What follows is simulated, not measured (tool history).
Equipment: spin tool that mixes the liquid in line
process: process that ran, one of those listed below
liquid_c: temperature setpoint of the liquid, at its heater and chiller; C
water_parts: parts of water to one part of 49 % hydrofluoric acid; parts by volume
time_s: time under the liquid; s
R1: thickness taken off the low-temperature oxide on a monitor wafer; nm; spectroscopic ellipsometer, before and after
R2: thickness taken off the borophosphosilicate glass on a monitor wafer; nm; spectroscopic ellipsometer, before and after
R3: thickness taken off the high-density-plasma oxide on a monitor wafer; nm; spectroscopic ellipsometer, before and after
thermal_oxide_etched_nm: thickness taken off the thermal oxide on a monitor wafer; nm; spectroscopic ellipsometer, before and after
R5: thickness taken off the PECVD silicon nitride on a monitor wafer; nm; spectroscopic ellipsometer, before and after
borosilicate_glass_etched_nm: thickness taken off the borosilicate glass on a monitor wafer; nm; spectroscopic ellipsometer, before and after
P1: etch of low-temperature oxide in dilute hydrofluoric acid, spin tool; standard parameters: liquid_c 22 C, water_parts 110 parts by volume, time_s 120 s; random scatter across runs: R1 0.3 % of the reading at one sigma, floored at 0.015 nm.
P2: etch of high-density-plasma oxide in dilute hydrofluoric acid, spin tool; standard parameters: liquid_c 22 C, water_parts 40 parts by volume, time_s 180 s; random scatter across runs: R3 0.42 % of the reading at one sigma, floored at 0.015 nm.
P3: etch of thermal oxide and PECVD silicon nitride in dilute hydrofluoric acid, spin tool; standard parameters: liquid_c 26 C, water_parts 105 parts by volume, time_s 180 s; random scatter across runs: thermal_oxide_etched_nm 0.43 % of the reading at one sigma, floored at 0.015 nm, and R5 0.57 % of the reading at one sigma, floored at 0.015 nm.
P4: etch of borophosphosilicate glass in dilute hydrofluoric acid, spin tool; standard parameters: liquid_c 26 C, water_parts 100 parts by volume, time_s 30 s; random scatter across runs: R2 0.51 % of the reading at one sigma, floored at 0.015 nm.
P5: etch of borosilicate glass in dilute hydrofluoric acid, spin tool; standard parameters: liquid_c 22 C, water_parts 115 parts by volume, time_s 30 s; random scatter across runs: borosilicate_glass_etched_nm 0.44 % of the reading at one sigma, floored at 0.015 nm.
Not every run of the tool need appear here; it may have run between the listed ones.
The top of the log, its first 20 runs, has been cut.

Run 21, hour 114.8: process P5, liquid_c 18 C, water_parts 115 parts by volume, time_s 30 s. Result: borosilicate_glass_etched_nm 4.1513 nm.
Run 22, hour 122.3: process P5, liquid_c 22 C, water_parts 115 parts by volume, time_s 15 s. Result: borosilicate_glass_etched_nm 2.4357 nm.
Run 23, hour 127.7: process P1, liquid_c 22 C, water_parts 110 parts by volume, time_s 35 s. Result: R1 6.5634 nm.
Run 24, hour 132.1: process P1, liquid_c 22 C, water_parts 155 parts by volume, time_s 175 s. Result: R1 22.112 nm.
Run 25, hour 136.7: process P3, liquid_c 26 C, water_parts 170 parts by volume, time_s 180 s. Result: thermal_oxide_etched_nm 4.7929 nm, R5 2.4469 nm.
Run 26, hour 143.1: process P3, liquid_c 17.5 C, water_parts 105 parts by volume, time_s 180 s. Result: thermal_oxide_etched_nm 5.9661 nm, R5 2.2893 nm.
Run 27, hour 146.6: process P3, liquid_c 26 C, water_parts 105 parts by volume, time_s 180 s. Result: thermal_oxide_etched_nm 8.4087 nm, R5 3.9794 nm.
Run 28, hour 150.3: process P1, liquid_c 17.5 C, water_parts 110 parts by volume, time_s 25 s. Result: R1 3.8875 nm.
Run 29, hour 154.3: process P5, liquid_c 22 C, water_parts 115 parts by volume, time_s 30 s. Result: borosilicate_glass_etched_nm 4.8943 nm.
Run 30, hour 159.9: process P1, liquid_c 22 C, water_parts 155 parts by volume, time_s 120 s. Result: R1 15.154 nm.
Run 31, hour 165.6: process P1, liquid_c 22 C, water_parts 110 parts by volume, time_s 120 s. Result: R1 22.474 nm.
Run 32, hour 170.4: process P1, liquid_c 22 C, water_parts 110 parts by volume, time_s 120 s. Result: R1 22.782 nm.
Run 33, hour 176.1: process P1, liquid_c 22 C, water_parts 110 parts by volume, time_s 120 s. Result: R1 23.412 nm.
Run 34, hour 182.6: process P1, liquid_c 22 C, water_parts 110 parts by volume, time_s 120 s. Result: R1 23.68 nm.
Run 35, hour 187.4: process P1, liquid_c 22 C, water_parts 110 parts by volume, time_s 120 s. Result: R1 23.864 nm.
Run 36, hour 194.9: process P1, liquid_c 22 C, water_parts 110 parts by volume, time_s 120 s. Result: R1 24.009 nm.
Run 37, hour 201.7: process P1, liquid_c 22 C, water_parts 110 parts by volume, time_s 120 s. Result: R1 24.158 nm.
Run 38, hour 208.7: process P1, liquid_c 22 C, water_parts 110 parts by volume, time_s 120 s. Result: R1 24.27 nm.
Run 39, hour 216: process P1, liquid_c 22 C, water_parts 110 parts by volume, time_s 120 s. Result: R1 24.207 nm.
Run 40, hour 223.5: process P1, liquid_c 22 C, water_parts 110 parts by volume, time_s 120 s. Result: R1 24.283 nm.
Run 41, hour 227: process P1, liquid_c 22 C, water_parts 110 parts by volume, time_s 120 s. Result: R1 24.24 nm.

Run 42 has not been measured yet. What should we expect?
Run 42, hour 232.6: process P1, liquid_c 22 C, water_parts 110 parts by volume, time_s 120 s. Result: R1 ?.

R1: 24.266 nm
